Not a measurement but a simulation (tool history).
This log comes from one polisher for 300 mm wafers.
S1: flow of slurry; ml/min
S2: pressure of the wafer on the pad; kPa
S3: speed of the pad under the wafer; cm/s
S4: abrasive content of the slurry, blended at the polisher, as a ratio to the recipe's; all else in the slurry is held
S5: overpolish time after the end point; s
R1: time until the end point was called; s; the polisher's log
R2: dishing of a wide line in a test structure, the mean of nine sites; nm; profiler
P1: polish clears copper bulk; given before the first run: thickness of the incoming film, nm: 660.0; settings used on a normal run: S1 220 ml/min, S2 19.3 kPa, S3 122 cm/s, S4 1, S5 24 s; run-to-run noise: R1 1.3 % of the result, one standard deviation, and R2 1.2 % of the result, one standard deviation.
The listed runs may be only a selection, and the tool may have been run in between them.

run 1 hour=3.5 | S1=220 S2=19.3 S3=122 S4=1 S5=24 | R1=64.792 R2=92.712
run 2 hour=9.6 | S1=220 S2=19.3 S3=122 S4=1 S5=24 | R1=65.553 R2=91.194
run 3 hour=16.7 | S1=220 S2=19.3 S3=122 S4=1 S5=24 | R1=66.54 R2=92.304
run 4 hour=22.6 | S1=220 S2=19.3 S3=122 S4=1 S5=7 | R1=64.674 R2=44.95
run 5 hour=28.4 | S1=150 S2=19.3 S3=122 S4=0.55 S5=24 | R1=79.363 R2=86.854
run 6 hour=34.8 | S1=220 S2=19.3 S3=122 S4=1 S5=37 | R1=67.033 R2=104.41
run 7 hour=38.8 | S1=220 S2=19.3 S3=122 S4=1 S5=24 | R1=65.303 R2=93.337
run 8 hour=45.4 | S1=130 S2=19.3 S3=122 S4=1 S5=24 | R1=71.288 R2=89.905
run 9 hour=51.9 | S1=220 S2=19.3 S3=122 S4=0.75 S5=24 | R1=69.663 R2=91.605
run 10 hour=58.8 | S1=220 S2=13.1 S3=122 S4=1 S5=24 | R1=98.589 R2=73.851
run 11 hour=64.2 | S1=220 S2=25.5 S3=122 S4=0.75 S5=24 | R1=52.201 R2=101.96
run 12 hour=68.4 | S1=220 S2=19.3 S3=158 S4=1 S5=24 | R1=50.374 R2=98.841
run 13 hour=73.7 | S1=220 S2=25.5 S3=122 S4=1 S5=24 | R1=49.151 R2=105.07
run 14 hour=80.3 | S1=320 S2=19.3 S3=122 S4=1 S5=24 | R1=64.804 R2=93.397
run 15 hour=83.4 | S1=275 S2=19.3 S3=122 S4=1 S5=42 | R1=64.274 R2=106.85
-- hour=87.2 head pressure recalibrated
run 16 hour=90.1 | S1=220 S2=19.3 S3=122 S4=1 S5=24 | R1=66.828 R2=90.32
run 17 hour=93.8 | S1=220 S2=19.3 S3=122 S4=1 S5=24 | R1=66.214 R2=92.086
-- hour=95.7 slurry nozzle cleaned
run 18 hour=97.9 | S1=220 S2=19.3 S3=54 S4=1 S5=24 | R1=146.9 R2=59.718
run 19 hour=104.4 | S1=220 S2=19.3 S3=122 S4=1.3 S5=24 | R1=62.544 R2=93.793
run 20 hour=108.6 | S1=220 S2=19.3 S3=122 S4=1 S5=24 | R1=66.141 R2=90.44
run 21 hour=113.5 | S1=220 S2=19.3 S3=122 S4=1 S5=24 | R1=67.166 R2=91.256
run 22 hour=117.9 | S1=220 S2=19.3 S3=122 S4=1 S5=24 | R1=69.251 R2=90.448
run 23 hour=124 | S1=220 S2=19.3 S3=122 S4=1 S5=24 | R1=69.757 R2=90.832
-- hour=124.5 worn pad replaced by a new one
run 24 hour=127.2 | S1=220 S2=19.3 S3=122 S4=1 S5=24 | R1=69.204 R2=90.022
run 25 hour=131.7 | S1=220 S2=19.3 S3=122 S4=1 S5=24 | R1=71.619 R2=87.682
run 26 hour=134.8 | S1=220 S2=19.3 S3=122 S4=1 S5=24 | R1=70.559 R2=87.66
run 27 hour=138.8 | S1=220 S2=19.3 S3=122 S4=1 S5=24 | R1=71.921 R2=88.845
-- hour=140.8 head pressure recalibrated
run 28 hour=145.1 | S1=220 S2=19.3 S3=122 S4=1 S5=24 | R1=70.855 R2=89.124
run 29 hour=149.5 | S1=220 S2=19.3 S3=122 S4=1 S5=24 | R1=70.848 R2=88.914
run 30 hour=153.8 | S1=220 S2=19.3 S3=122 S4=1 S5=24 | R1=70.018 R2=88.206

What P1 gives has crept away from where it was. These 2 causes fit the log equally well, each at the size given:
A: slurry flow missing at the pad, % = 38.8
B: abrasive missing from the slurry, % = 30.1
The process output started creeping at around hour 108.6.
Ruled out, with reasons:
removal rate lost through wear of the pad, %: its service at hour 124.5 followed the start of the drift and did not put the process back to its old value
head's pressure below its setpoint, %: its service at hour 140.8 followed the start of the drift and did not put the process back to its old value

You are offered 4 check runs, listed below with question marks in place of their results; each one averages 5 wafers. Which run separates the listed causes by giving clearly different results for each?
run check 1 hour=158.1 | S1=220 S2=19.3 S3=122 S4=1.25 S5=36 | R1=? R2=?
run check 2 hour=158.1 | S1=220 S2=19.3 S3=72 S4=1 S5=24 | R1=? R2=?
run check 3 hour=158.1 | S1=130 S2=19.3 S3=122 S4=1 S5=24 | R1=? R2=?
run check 4 hour=158.1 | S1=220 S2=19.3 S3=122 S4=1 S5=10 | R1=? R2=?

Expected result of each check under each candidate cause:
check=check_1 result=R1 if_A=67.936 if_B=68.083
check=check_1 result=R2 if_A=102.59 if_B=102.55
check=check_2 result=R1 if_A=120.83 if_B=120.84
check=check_2 result=R2 if_A=68.52 if_B=68.516
check=check_3 result=R1 if_A=81.013 if_B=77.391
check=check_3 result=R2 if_A=84.553 if_B=86.279
check=check_4 result=R1 if_A=71.309 if_B=71.316
check=check_4 result=R2 if_A=54.638 if_B=54.634
Gap, in per cent, between the two causes that each check separates least, read from the result that separates them most: check 1 0.22 %; check 2 0.01 %; check 3 4.57 %; check 4 0.01 %
Check 3 distinguishes between the causes, while the remaining checks would return nearly the same result for all of them.

Running check 3 produced the following: R1 77.319 s; R2 85.653 nm. Which one of the listed causes fits?

B is the cause: abrasive missing from the slurry, %.
